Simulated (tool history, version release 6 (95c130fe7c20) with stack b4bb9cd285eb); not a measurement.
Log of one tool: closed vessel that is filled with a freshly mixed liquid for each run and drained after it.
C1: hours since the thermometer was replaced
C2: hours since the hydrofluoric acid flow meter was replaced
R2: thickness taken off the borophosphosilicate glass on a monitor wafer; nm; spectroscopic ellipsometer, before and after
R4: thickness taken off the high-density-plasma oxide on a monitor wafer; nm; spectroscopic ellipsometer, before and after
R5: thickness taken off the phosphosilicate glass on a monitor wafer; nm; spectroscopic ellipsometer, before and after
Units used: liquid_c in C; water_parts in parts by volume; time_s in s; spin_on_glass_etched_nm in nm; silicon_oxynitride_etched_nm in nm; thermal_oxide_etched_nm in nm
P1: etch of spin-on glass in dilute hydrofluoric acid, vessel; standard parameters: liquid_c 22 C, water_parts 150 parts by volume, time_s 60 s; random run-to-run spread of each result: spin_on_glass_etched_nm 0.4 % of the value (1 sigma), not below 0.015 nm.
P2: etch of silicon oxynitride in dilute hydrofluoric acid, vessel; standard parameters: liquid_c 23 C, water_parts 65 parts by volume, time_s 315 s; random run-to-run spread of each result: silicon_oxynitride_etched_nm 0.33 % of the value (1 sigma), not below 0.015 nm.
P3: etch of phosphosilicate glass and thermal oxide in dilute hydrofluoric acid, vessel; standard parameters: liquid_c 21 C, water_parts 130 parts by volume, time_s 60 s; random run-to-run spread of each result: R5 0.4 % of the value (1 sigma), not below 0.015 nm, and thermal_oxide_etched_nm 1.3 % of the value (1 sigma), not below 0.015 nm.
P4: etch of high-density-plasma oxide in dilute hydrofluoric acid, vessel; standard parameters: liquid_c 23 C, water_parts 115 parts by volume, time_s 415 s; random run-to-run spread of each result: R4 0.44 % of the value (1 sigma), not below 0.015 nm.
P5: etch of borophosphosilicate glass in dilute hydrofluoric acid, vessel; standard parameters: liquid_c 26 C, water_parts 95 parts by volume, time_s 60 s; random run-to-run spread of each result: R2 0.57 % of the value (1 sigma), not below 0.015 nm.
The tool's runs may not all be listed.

Run 1, hour 3.5: process P1, liquid_c 22 C, water_parts 150 parts by volume, time_s 60 s; C1 729.3; C2 292.7. Result: spin_on_glass_etched_nm 24.788 nm.
Run 2, hour 9.8: process P5, liquid_c 26 C, water_parts 95 parts by volume, time_s 60 s; C1 735.6; C2 299. Result: R2 35.44 nm.
Run 3, hour 16.5: process P1, liquid_c 22 C, water_parts 150 parts by volume, time_s 60 s; C1 742.3; C2 305.7. Result: spin_on_glass_etched_nm 24.679 nm.
Run 4, hour 22.4: process P2, liquid_c 23 C, water_parts 25 parts by volume, time_s 315 s; C1 748.2; C2 311.6. Result: silicon_oxynitride_etched_nm 49.402 nm.
Run 5, hour 27.8: process P1, liquid_c 28.5 C, water_parts 45 parts by volume, time_s 60 s; C1 753.6; C2 317. Result: spin_on_glass_etched_nm 121.19 nm.
Run 6, hour 31.5: process P4, liquid_c 23 C, water_parts 115 parts by volume, time_s 415 s; C1 757.3; C2 320.7. Result: R4 17 nm.
Run 7, hour 36: process P1, liquid_c 22 C, water_parts 25 parts by volume, time_s 60 s; C1 761.8; C2 325.2. Result: spin_on_glass_etched_nm 171.58 nm.
Run 8, hour 43.6: process P2, liquid_c 23 C, water_parts 65 parts by volume, time_s 315 s; C1 769.4; C2 332.8. Result: silicon_oxynitride_etched_nm 18.519 nm.
Run 9, hour 50.5: process P1, liquid_c 22 C, water_parts 150 parts by volume, time_s 115 s; C1 776.3; C2 339.7. Result: spin_on_glass_etched_nm 46.926 nm.
Run 10, hour 55.4: process P5, liquid_c 33 C, water_parts 95 parts by volume, time_s 60 s; C1 781.2; C2 344.6. Result: R2 45.736 nm.
Run 11, hour 63.1: process P1, liquid_c 22 C, water_parts 150 parts by volume, time_s 30 s; C1 788.9; C2 352.3. Result: spin_on_glass_etched_nm 12.255 nm.
Run 12, hour 67.4: process P2, liquid_c 23 C, water_parts 65 parts by volume, time_s 620 s; C1 793.2; C2 356.6. Result: silicon_oxynitride_etched_nm 36.663 nm.
Run 13, hour 72.1: process P1, liquid_c 22 C, water_parts 150 parts by volume, time_s 60 s; C1 797.9; C2 361.3. Result: spin_on_glass_etched_nm 24.676 nm.
Run 14, hour 78: process P3, liquid_c 21 C, water_parts 130 parts by volume, time_s 30 s; C1 803.8; C2 367.2. Result: R5 38.947 nm, thermal_oxide_etched_nm 0.98018 nm.
Run 15, hour 82.8: process P1, liquid_c 18.5 C, water_parts 150 parts by volume, time_s 60 s; C1 808.6; C2 372. Result: spin_on_glass_etched_nm 21.518 nm.
Run 16, hour 88.1: process P3, liquid_c 27 C, water_parts 130 parts by volume, time_s 60 s; C1 813.9; C2 377.3. Result: R5 99.166 nm, thermal_oxide_etched_nm 2.4153 nm.
Run 17, hour 93: process P4, liquid_c 23 C, water_parts 115 parts by volume, time_s 680 s; C1 818.8; C2 382.2. Result: R4 27.971 nm.
Run 18, hour 98.3: process P1, liquid_c 22 C, water_parts 150 parts by volume, time_s 60 s; C1 824.1; C2 387.5. Result: spin_on_glass_etched_nm 24.676 nm.
Run 19, hour 103.8: process P3, liquid_c 21 C, water_parts 130 parts by volume, time_s 60 s; C1 829.6; C2 393. Result: R5 78.09 nm, thermal_oxide_etched_nm 1.9293 nm.
Run 20, hour 107.5: process P5, liquid_c 26 C, water_parts 135 parts by volume, time_s 60 s; C1 833.3; C2 396.7. Result: R2 23.756 nm.
Run 21, hour 112.3: process P3, liquid_c 21 C, water_parts 180 parts by volume, time_s 60 s; C1 838.1; C2 401.5. Result: R5 53.432 nm, thermal_oxide_etched_nm 1.362 nm.
Run 22, hour 118.9: process P1, liquid_c 29.5 C, water_parts 150 parts by volume, time_s 60 s; C1 844.7; C2 408.1. Result: spin_on_glass_etched_nm 32.677 nm.
Run 23, hour 126.2: process P2, liquid_c 17 C, water_parts 65 parts by volume, time_s 315 s; C1 852; C2 415.4. Result: silicon_oxynitride_etched_nm 13.732 nm.
Run 24, hour 132.4: process P1, liquid_c 17 C, water_parts 150 parts by volume, time_s 35 s; C1 858.2; C2 421.6. Result: spin_on_glass_etched_nm 11.698 nm.
Run 25, hour 138.5: process P1, liquid_c 22 C, water_parts 150 parts by volume, time_s 60 s; C1 864.3; C2 427.7. Result: spin_on_glass_etched_nm 24.598 nm.
Run 26, hour 143: process P2, liquid_c 23 C, water_parts 65 parts by volume, time_s 315 s; C1 868.8; C2 432.2. Result: silicon_oxynitride_etched_nm 18.463 nm.
Run 27, hour 147.9: process P5, liquid_c 26 C, water_parts 95 parts by volume, time_s 30 s; C1 873.7; C2 437.1. Result: R2 17.553 nm.
Run 28, hour 154.9: process P4, liquid_c 23 C, water_parts 115 parts by volume, time_s 415 s; C1 880.7; C2 444.1. Result: R4 16.976 nm.
Run 29, hour 160.7: process P4, liquid_c 23 C, water_parts 190 parts by volume, time_s 415 s; C1 886.5; C2 449.9. Result: R4 9.4013 nm.
Run 30, hour 164.7: process P4, liquid_c 17 C, water_parts 115 parts by volume, time_s 415 s; C1 890.5; C2 453.9. Result: R4 13.403 nm.
Run 31, hour 169.9: process P1, liquid_c 22 C, water_parts 150 parts by volume, time_s 60 s; C1 895.7; C2 459.1. Result: spin_on_glass_etched_nm 24.485 nm.
Run 32, hour 175.3: process P1, liquid_c 22 C, water_parts 245 parts by volume, time_s 60 s; C1 901.1; C2 464.5. Result: spin_on_glass_etched_nm 13.708 nm.
Run 33, hour 181.2: process P1, liquid_c 22 C, water_parts 150 parts by volume, time_s 60 s; C1 907; C2 470.4. Result: spin_on_glass_etched_nm 24.454 nm.
Run 34, hour 187.6: process P1, liquid_c 22 C, water_parts 150 parts by volume, time_s 60 s; C1 913.4; C2 476.8. Result: spin_on_glass_etched_nm 25.131 nm.
Run 35, hour 193.1: process P1, liquid_c 22 C, water_parts 150 parts by volume, time_s 60 s; C1 918.9; C2 482.3. Result: spin_on_glass_etched_nm 25.651 nm.

Expected results for the next run?
Run 36, hour 198.9: process P1, liquid_c 22 C, water_parts 150 parts by volume, time_s 60 s; C1 924.7; C2 488.1. Result: spin_on_glass_etched_nm ?.

{"run 36": {"spin_on_glass_etched_nm": 25.883}}
